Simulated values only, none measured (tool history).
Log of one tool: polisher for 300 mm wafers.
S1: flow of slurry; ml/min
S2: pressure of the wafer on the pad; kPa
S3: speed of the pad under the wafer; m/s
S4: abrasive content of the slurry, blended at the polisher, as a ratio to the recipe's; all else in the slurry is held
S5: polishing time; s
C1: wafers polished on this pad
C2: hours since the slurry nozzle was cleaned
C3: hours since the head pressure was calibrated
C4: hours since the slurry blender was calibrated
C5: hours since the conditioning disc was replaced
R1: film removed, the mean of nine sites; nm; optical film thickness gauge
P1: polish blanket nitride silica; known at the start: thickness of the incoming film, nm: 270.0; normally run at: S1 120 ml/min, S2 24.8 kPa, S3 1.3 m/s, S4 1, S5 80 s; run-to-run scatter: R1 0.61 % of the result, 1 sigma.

run	hour	S1	S2	S3	S4	S5	C1	C2	C3	C4	C5	R1
1	9.3	120	24.8	1.3	1	80	214	176.3	372.1	148.7	123.9	54.204
2	17.6	120	24.8	1.96	1	80	276	184.6	380.4	157	132.2	75.373
3	23	120	24.8	1.3	1	56	316	190	385.8	162.4	137.6	37.364
4	30.6	120	24.8	1.3	1.5	80	372	197.6	393.4	170	145.2	62.793
5	35.1	70	24.8	1.3	1	80	406	202.1	397.9	174.5	149.7	46.064
6	43.1	185	24.8	1.3	1	80	465	210.1	405.9	182.5	157.7	58.537
7	49	120	24.8	0.7	1	42	509	216	411.8	188.4	163.6	17.516
8	53.8	120	17.2	1.3	1	49	544	220.8	416.6	193.2	168.4	22.884
9	59	120	24.8	0.84	1	80	583	226	421.8	198.4	173.6	37.742
10	66.8	120	24.8	1.3	1	80	641	233.8	429.6	206.2	181.4	53.441
11	71.7	120	24.8	1.3	1	125	677	238.7	434.5	211.1	186.3	83.799
12	76.7	120	24.8	1.3	1	80	714	243.7	439.5	216.1	191.3	54.468
13	84.2	120	35.2	1.3	0.6	80	770	251.2	447	223.6	198.8	58.345
14	88.9	120	40	1.3	1	80	805	255.9	451.7	228.3	203.5	87.132
15	94.7	120	24.8	1.3	1	80	848	261.7	457.5	234.1	209.3	53.974
16	103.8	120	17.9	1.3	1	80	915	270.8	466.6	243.2	218.4	38.855
# hour 108.1: conditioning disc replaced and pad reconditioned
17	111	120	24.8	1.3	1	80	969	278	473.8	250.4	2.9	53.396
18	116	120	24.8	1.3	0.7	80	1006	283	478.8	255.4	7.9	45.152
19	124.7	120	24.8	1.3	1	80	1070	291.7	487.5	264.1	16.6	54.035
20	132.3	120	24.8	1.3	1	80	1127	299.3	495.1	271.7	24.2	50.971
21	138.5	120	24.8	1.3	1	80	1173	305.5	501.3	277.9	30.4	49.979
22	142.9	120	24.8	1.3	1	80	1205	309.9	505.7	282.3	34.8	48.767
23	152.8	120	24.8	1.3	1	80	1279	319.8	515.6	292.2	44.7	48.064
# hour 157.8: conditioning disc replaced and pad reconditioned
# hour 158.5: head pressure recalibrated
24	161.9	120	24.8	1.3	1	80	1346	328.9	3.5	301.3	4.1	47.518
25	166.4	120	24.8	1.3	1	80	1380	333.4	8	305.8	8.6	46.886
26	172.4	120	24.8	1.3	1	80	1424	339.4	14	311.8	14.6	47.25
27	179.2	120	24.8	1.3	1	80	1474	346.2	20.8	318.6	21.4	47.352
28	185	120	24.8	1.3	1	80	1517	352	26.6	324.4	27.2	47.38

What P1 gives has crept away from where it was. These 3 causes fit the log equally well, each at the size given:
A: removal rate lost through wear of the pad, % = 12.7
B: abrasive missing from the slurry, % = 24.2
C: slurry flow missing at the pad, % = 39.7
The creep began at about hour 124.7.
Why every other cause is out:
head's pressure below its setpoint, %: serviced at hour 158.5, which brought nothing back
time polished since the conditioner stopped cutting, s: serviced at hour 157.8, which brought nothing back

4 check runs are offered, each on 5 wafers whose results are averaged, their results left as question marks. Which one tells the causes apart?
check 1	190.8	70	24.8	1.3	1.4	80						?
check 2	190.8	185	24.8	1.82	1	80						?
check 3	190.8	180	24.8	1.3	1	80						?
check 4	190.8	120	24.8	0.84	1.35	80						?

What each check would give under each cause:
check	result	if A	if B	if C
check 1	R1	46.595	47.692	43.222
check 2	R1	66.286	66.306	69.257
check 3	R1	50.443	50.458	52.581
check 4	R1	37.52	38.31	37.536
How far apart the two closest causes lie, in the result that separates them most: check 1 2.33 %; check 2 0.03 %; check 3 0.03 %; check 4 0.04 %
Check 1 tells the causes apart: in the others they would give nearly the same result.

Check 1 was then run and gave: R1 46.648 nm. Which cause is it?

It is A: removal rate lost through wear of the pad, %.
